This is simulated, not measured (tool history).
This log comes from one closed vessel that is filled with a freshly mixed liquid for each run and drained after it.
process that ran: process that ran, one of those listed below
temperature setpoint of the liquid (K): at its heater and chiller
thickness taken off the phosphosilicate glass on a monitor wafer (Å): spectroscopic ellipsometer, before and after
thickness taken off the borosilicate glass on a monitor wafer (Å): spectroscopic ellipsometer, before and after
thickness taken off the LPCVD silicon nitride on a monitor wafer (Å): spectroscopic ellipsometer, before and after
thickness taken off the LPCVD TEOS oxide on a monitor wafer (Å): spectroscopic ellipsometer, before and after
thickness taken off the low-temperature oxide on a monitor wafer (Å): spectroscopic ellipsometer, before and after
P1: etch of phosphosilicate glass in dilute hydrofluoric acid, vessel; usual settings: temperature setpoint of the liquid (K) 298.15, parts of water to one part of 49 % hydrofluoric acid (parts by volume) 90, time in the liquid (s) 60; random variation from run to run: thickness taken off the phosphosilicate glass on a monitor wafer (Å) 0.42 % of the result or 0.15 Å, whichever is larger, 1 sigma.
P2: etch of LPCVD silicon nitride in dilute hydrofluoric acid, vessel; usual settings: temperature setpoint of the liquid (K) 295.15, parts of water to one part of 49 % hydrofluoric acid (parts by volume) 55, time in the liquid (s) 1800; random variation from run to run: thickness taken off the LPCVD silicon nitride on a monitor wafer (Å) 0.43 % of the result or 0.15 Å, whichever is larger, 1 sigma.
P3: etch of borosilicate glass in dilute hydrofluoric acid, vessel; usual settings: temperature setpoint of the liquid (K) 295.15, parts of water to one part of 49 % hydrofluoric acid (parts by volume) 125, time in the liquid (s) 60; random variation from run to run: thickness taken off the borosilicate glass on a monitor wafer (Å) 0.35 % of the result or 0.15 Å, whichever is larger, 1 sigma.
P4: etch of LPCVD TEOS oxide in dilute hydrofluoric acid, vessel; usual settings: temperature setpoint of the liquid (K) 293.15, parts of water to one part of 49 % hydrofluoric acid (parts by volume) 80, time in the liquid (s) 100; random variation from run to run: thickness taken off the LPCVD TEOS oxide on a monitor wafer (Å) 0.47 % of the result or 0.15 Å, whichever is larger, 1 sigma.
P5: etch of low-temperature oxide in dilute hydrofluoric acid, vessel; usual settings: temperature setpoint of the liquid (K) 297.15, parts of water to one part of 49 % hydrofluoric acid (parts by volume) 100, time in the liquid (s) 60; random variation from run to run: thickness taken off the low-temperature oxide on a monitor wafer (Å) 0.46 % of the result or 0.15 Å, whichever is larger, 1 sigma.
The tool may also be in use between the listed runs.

run	hour	process that ran	temperature setpoint of the liquid (K)	parts of water to one part of 49 % hydrofluoric acid (parts by volume)	time in the liquid (s)	thickness taken off the phosphosilicate glass on a monitor wafer (Å)	thickness taken off the borosilicate glass on a monitor wafer (Å)	thickness taken off the LPCVD silicon nitride on a monitor wafer (Å)	thickness taken off the LPCVD TEOS oxide on a monitor wafer (Å)	thickness taken off the low-temperature oxide on a monitor wafer (Å)
1	15.7	P1	298.15	90	60	457.36				
2	32.8	P1	298.15	145	60	265.37				
3	43.6	P3	295.15	125	30		84.795			
4	58	P1	298.15	90	60	451.57				
5	66.4	P3	295.15	30	60		790.27			
6	78.4	P2	295.15	85	1800			110.9		
7	87.6	P1	298.15	90	30	226.95				
8	98.5	P1	305.65	90	60	609.45				
9	114.5	P1	298.15	90	60	454.85				
10	122.9	P2	295.15	55	1800			168.98		
11	135.2	P4	293.15	40	100				380.08	
12	146.6	P2	295.15	55	615			57.733		
13	163.2	P5	297.15	100	60					150.99
14	170.9	P1	292.15	90	60	360.84				
15	178.7	P3	291.15	125	60		143.13			
16	192.4	P5	297.15	100	30					76.43
17	205.4	P1	298.15	20	60	2245.7				
18	215.1	P5	297.15	55	60					292.71
19	231.6	P4	290.15	80	100				159.15	
20	246.6	P3	295.15	125	60		168.5			
21	255.7	P1	293.65	25	60	1475				
22	267	P3	295.15	125	60		167.88			
23	283.6	P1	298.15	90	60	455.25				
24	294.6	P4	293.15	80	100				183.07	
25	304.2	P1	291.65	90	115	668.93				
26	317	P2	303.15	55	1800			286.73		
27	324.8	P1	298.15	90	95	724.64				
28	336.7	P4	293.15	80	30				54.317	
29	346.7	P1	292.65	90	30	181.53				
30	359.8	P5	290.65	100	60					115.68
31	373	P1	298.15	90	60	454.7				
32	386.1	P1	298.15	90	60	472.87				
33	395.5	P1	298.15	90	60	484.1				
34	408.8	P1	298.15	90	60	486.09				

Estimate the outcome of run 35 from the log above:
35	423.5	P1	298.15	90	60	?				

thickness taken off the phosphosilicate glass on a monitor wafer (Å): 489.41

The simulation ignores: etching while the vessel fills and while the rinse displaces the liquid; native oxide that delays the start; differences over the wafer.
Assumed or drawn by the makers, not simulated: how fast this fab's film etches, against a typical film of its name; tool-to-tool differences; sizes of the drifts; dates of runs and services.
